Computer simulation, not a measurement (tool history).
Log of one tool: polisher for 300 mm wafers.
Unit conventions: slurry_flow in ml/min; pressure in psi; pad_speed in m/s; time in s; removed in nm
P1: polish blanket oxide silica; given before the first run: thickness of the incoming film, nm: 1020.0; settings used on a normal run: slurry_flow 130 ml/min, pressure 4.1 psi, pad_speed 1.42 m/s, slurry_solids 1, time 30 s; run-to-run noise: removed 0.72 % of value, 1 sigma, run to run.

run,hour,slurry_flow,pressure,pad_speed,slurry_solids,time,removed
1,15.2,130,4.1,1.42,1,30,130.21
2,24.7,130,4.1,1.42,1,30,129.11
3,35.7,130,4.1,0.74,1,30,77.169
4,42.6,130,4.1,1.42,1.35,30,146.02
5,52,95,4.1,1.42,1,30,120.59
6,58.7,130,4.1,1.42,1,41,177.74
7,69.8,130,4.1,1.42,1,30,130.91
8,84.7,90,4.1,1.42,0.7,30,99.772
9,100,130,1.8,1.42,1,30,57.555
10,109.9,130,4.1,1.42,0.5,30,89.406
11,122.3,130,4.1,1.42,1,30,128.92
12,137.3,130,4.1,1.42,1,21,90.948
13,151.9,180,4.1,1.42,1,30,136.4
14,163,130,4.1,1.42,1,30,130.99
# hour 173.1: worn pad replaced by a new one
15,176.9,130,4.1,2.22,1,30,185.81
16,192.1,130,6.2,1.42,1,30,197.68
17,203.5,130,4.1,1.42,1,30,130.17

Expected results for the next run?
18,212.5,130,4.1,1.42,1,30,?

{"run 18": {"removed": 130.26}}
